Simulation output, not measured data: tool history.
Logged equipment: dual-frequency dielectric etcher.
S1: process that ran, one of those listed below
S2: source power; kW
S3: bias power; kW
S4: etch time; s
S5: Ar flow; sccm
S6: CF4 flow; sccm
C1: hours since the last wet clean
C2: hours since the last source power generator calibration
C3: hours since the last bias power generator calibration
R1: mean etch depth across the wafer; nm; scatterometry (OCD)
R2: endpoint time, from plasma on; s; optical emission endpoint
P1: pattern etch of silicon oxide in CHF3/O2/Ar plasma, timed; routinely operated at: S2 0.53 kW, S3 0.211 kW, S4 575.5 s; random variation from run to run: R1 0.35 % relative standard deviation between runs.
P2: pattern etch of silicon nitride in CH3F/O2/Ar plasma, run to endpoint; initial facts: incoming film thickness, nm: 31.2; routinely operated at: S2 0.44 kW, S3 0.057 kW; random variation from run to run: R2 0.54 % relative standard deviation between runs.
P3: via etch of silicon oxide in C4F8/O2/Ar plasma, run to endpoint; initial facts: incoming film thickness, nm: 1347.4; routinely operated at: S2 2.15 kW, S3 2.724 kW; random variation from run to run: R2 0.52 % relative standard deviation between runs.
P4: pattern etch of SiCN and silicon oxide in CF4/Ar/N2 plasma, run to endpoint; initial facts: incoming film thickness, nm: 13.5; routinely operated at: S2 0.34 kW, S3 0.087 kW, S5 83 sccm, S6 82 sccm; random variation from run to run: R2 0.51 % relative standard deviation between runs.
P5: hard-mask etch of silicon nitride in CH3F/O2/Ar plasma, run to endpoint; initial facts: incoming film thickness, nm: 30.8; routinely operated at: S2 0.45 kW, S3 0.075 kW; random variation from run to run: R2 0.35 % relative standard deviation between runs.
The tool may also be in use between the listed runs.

run	hour	S1	S2	S3	S4	S5	S6	C1	C2	C3	R1	R2
1	6.7	P1	0.53	0.211	575.5			138.6	499.2	1364.7	1158	
2	13.1	P3	2.15	2.724				145	505.6	1371.1		226.29
3	17.6	P1	0.53	0.211	575.5			149.5	510.1	1375.6	1158.5	
4	24	P1	0.53	0.211	575.5			155.9	516.5	1382	1158.1	
5	27.9	P4	0.34	0.087		83	97	159.8	520.4	1385.9		18.458
# hour 30.3: bias power generator calibrated
6	33.4	P2	0.44	0.078				165.3	525.9	3.1		42.146
7	37	P3	2.15	2.724				168.9	529.5	6.7		228.2
8	44.8	P4	0.34	0.087		83	82	176.7	537.3	14.5		18.532
9	52.2	P1	0.39	0.211	575.5			184.1	544.7	21.9	1039.6	
10	56.5	P4	0.34	0.087		83	82	188.4	549	26.2		18.761
11	60.8	P4	0.44	0.087		83	82	192.7	553.3	30.5		14.911
12	66.1	P1	0.53	0.211	575.5			198	558.6	35.8	1161.6	
13	70.4	P3	2.15	3.627				202.3	562.9	40.1		207.09
14	75.3	P1	0.53	0.211	575.5			207.2	567.8	45	1168.6	
15	81.5	P5	0.45	0.075				213.4	574	51.2		42.139
16	87.8	P5	0.35	0.075				219.7	580.3	57.5		46.184
17	93.6	P4	0.34	0.087		59	82	225.5	586.1	63.3		18.007
18	98.7	P1	0.53	0.211	575.5			230.6	591.2	68.4	1160	
19	105.8	P1	0.53	0.26	575.5			237.7	598.3	75.5	1253.4	
20	110.6	P1	0.53	0.154	575.5			242.5	603.1	80.3	1038.6	
21	118.5	P1	0.65	0.131	575.5			250.4	611	88.2	1066.1	
22	125.7	P5	0.45	0.057				257.6	618.2	95.4		45.993
23	129.5	P1	0.36	0.211	710			261.4	622	99.2	1239.3	
24	136.2	P3	3.05	2.724				268.1	628.7	105.9		198.44
25	141.7	P1	0.53	0.211	416.5			273.6	634.2	111.4	838.49	
26	147.3	P2	0.44	0.057				279.2	639.8	117		47.281
27	154.2	P1	0.53	0.246	457			286.1	646.7	123.9	974.32	
28	158.4	P4	0.34	0.104		83	82	290.3	650.9	128.1		17.64
29	163.7	P2	0.44	0.057				295.6	656.2	133.4		46.567
30	169.4	P1	0.53	0.211	820			301.3	661.9	139.1	1657.9	
31	175.2	P2	0.54	0.057				307.1	667.7	144.9		42.92
32	180.9	P5	0.45	0.075				312.8	673.4	150.6		41.775
33	186.3	P1	0.72	0.211	575.5			318.2	678.8	156	1307.1	
34	194.4	P1	0.53	0.211	575.5			326.3	686.9	164.1	1162.1	
35	199.3	P1	0.53	0.211	575.5			331.2	691.8	169	1158.8	
36	205.5	P1	0.53	0.211	575.5			337.4	698	175.2	1143	
37	210.8	P1	0.53	0.211	575.5			342.7	703.3	180.5	1135.6	
38	218.8	P1	0.53	0.211	575.5			350.7	711.3	188.5	1136	
39	223.9	P1	0.53	0.211	575.5			355.8	716.4	193.6	1141.2	
# hour 226.6: wet clean of the chamber
40	227.6	P1	0.53	0.211	575.5			1.1	720.1	197.3	1141.9	
41	232.1	P1	0.53	0.211	575.5			5.6	724.6	201.8	1141.7	
42	237.1	P1	0.53	0.211	575.5			10.6	729.6	206.8	1135.6	
43	242.7	P1	0.53	0.211	575.5			16.2	735.2	212.4	1135.4	

P1 no longer gives what it gave before; its output has crept away from where it was. The following 2 causes, each at its listed size, fit the log equally well:
A: source power that arrives under what is set, % = 4.51
B: bias power that arrives under what is set, % = 4.88
The gradual shift began around hour 194.4.
What rules out each remaining cause:
chamber walls in a state that lowers the etch rate, %: maintenance at hour 226.6, after the shift began, did not return the process to its former output

You are offered 4 check runs, listed below with question marks in place of their results; each one averages 3 wafers. Which run separates the listed causes by giving clearly different results for each?
check 1	248.3	P4	0.34	0.087		83	82					?
check 2	248.3	P2	0.44	0.057								?
check 3	248.3	P3	2.15	2.724								?
check 4	248.3	P5	0.45	0.075								?

Predicted outcomes, by check and by cause:
check	result	if A	if B
check 1	R2	19.477	19.022
check 2	R2	47.801	47.712
check 3	R2	232.57	231.87
check 4	R2	42.715	42.696
How far apart the two closest causes lie, in the result that separates them most: check 1 2.36 %; check 2 0.19 %; check 3 0.3 %; check 4 0.04 %
Check 1 distinguishes between the causes, while the remaining checks would return nearly the same result for all of them.

Then check 1 was run and gave: R2 19.439 s. Which cause is it?

It was cause A: source power that arrives under what is set, %.
